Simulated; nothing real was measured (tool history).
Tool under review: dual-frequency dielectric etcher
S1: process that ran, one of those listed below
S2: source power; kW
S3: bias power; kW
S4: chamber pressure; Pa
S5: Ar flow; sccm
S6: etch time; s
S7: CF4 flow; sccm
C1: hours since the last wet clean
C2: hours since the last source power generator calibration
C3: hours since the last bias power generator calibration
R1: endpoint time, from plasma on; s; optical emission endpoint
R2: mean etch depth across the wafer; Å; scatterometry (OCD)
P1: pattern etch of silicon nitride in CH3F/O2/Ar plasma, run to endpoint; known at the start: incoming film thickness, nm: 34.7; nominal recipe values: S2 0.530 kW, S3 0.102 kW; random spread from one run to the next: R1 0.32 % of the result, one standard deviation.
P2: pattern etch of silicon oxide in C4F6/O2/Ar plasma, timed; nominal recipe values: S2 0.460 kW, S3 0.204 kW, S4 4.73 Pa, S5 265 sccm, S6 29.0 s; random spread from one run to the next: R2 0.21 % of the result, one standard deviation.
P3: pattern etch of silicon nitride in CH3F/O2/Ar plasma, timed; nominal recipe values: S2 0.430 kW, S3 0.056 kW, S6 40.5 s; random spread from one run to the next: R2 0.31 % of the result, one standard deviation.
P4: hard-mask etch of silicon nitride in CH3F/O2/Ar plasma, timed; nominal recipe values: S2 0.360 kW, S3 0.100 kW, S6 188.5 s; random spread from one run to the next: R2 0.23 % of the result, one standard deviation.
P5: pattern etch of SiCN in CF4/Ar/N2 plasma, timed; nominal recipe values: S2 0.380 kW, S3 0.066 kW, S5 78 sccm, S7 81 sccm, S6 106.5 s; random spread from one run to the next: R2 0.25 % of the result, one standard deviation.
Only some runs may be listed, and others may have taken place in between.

run   hour  S1     S2     S3    S4   S5     S6  S7     C1     C2      C3      R1       R2
  1   10.8  P1  0.530  0.102                        336.4  302.7  2784.2  40.001
  2   25.9  P2  0.460  0.204  4.73  206   29.0      351.5  317.8  2799.3          1011.10
  3   35.7  P1  0.530  0.102                        361.3  327.6  2809.1  40.023
  4   43.0  P5  0.380  0.066         78  106.5  81  368.6  334.9  2816.4           792.05
  5   58.3  P5  0.270  0.066         78  106.5  81  383.9  350.2  2831.7           584.44
  6   66.0  P3  0.430  0.056              40.5      391.6  357.9  2839.4           263.36
  7   74.7  P5  0.380  0.066         78   60.5  81  400.3  366.6  2848.1           450.82
  8   88.6  P5  0.380  0.066        103  106.5  81  414.2  380.5  2862.0           764.52
  9   97.4  P1  0.530  0.102                        423.0  389.3  2870.8  40.194
 10  109.2  P3  0.430  0.056              40.5      434.8  401.1  2882.6           264.63
 11  120.4  P1  0.640  0.066                        446.0  412.3  2893.8  43.305
 12  127.9  P3  0.430  0.056              31.5      453.5  419.8  2901.3           205.21
 13  144.1  P2  0.460  0.159  4.73  265   29.0      469.7  436.0  2917.5           909.89
 14  151.3  P4  0.290  0.100             188.5      476.9  443.2  2924.7          1286.80
 15  166.1  P2  0.610  0.204  4.73  265   29.0      491.7  458.0  2939.5          1097.00
 16  177.3  P5  0.380  0.087         78  106.5  81  502.9  469.2  2950.7           872.80
 17  189.6  P2  0.460  0.204  4.73  265   19.5      515.2  481.5  2963.0           661.75
 18  197.4  P1  0.530  0.064                        523.0  489.3  2970.8  46.801
 19  207.8  P1  0.530  0.102                        533.4  499.7  2981.2  40.136
 20  218.8  P1  0.530  0.143                        544.4  510.7  2992.2  35.268
 21  233.7  P2  0.460  0.204  4.73  265   29.0      559.3  525.6  3007.1           982.53
 22  240.8  P2  0.460  0.204  5.93  265   29.0      566.4  532.7  3014.2           954.76
     249.2  -- wet clean of the chamber
 23  255.6  P5  0.380  0.066         78  106.5  81    6.4  547.5  3029.0           790.95
 24  264.7  P3  0.570  0.056              40.5       15.5  556.6  3038.1           293.60
 25  280.2  P3  0.430  0.039              40.5       31.0  572.1  3053.6           234.89
 26  287.7  P4  0.360  0.100             188.5       38.5  579.6  3061.1          1393.40
 27  301.2  P4  0.360  0.135             188.5       52.0  593.1  3074.6          1559.40
 28  312.7  P1  0.430  0.102                         63.5  604.6  3086.1  43.305
 29  324.1  P1  0.660  0.102                         74.9  616.0  3097.5  36.899
 30  332.4  P4  0.360  0.100             103.5       83.2  624.3  3105.8           762.80
 31  345.0  P1  0.530  0.102                         95.8  636.9  3118.4  39.934
 32  359.8  P5  0.380  0.066         78  106.5  53  110.6  651.7  3133.2           744.38
 33  370.3  P2  0.460  0.204  4.73  265   29.0      121.1  662.2  3143.7           983.21
 34  383.9  P1  0.530  0.102                        134.7  675.8  3157.3  39.987
 35  398.2  P1  0.530  0.102                        149.0  690.1  3171.6  39.516
 36  410.2  P1  0.530  0.102                        161.0  702.1  3183.6  39.417
     412.5  -- wet clean of the chamber
 37  426.1  P1  0.530  0.102                         13.6  718.0  3199.5  39.378

Estimate the outcome of run 38 from the log above:
 38  435.4  P1  0.530  0.102                  22.9  727.3  3208.8   ?

R1: 39.474 s
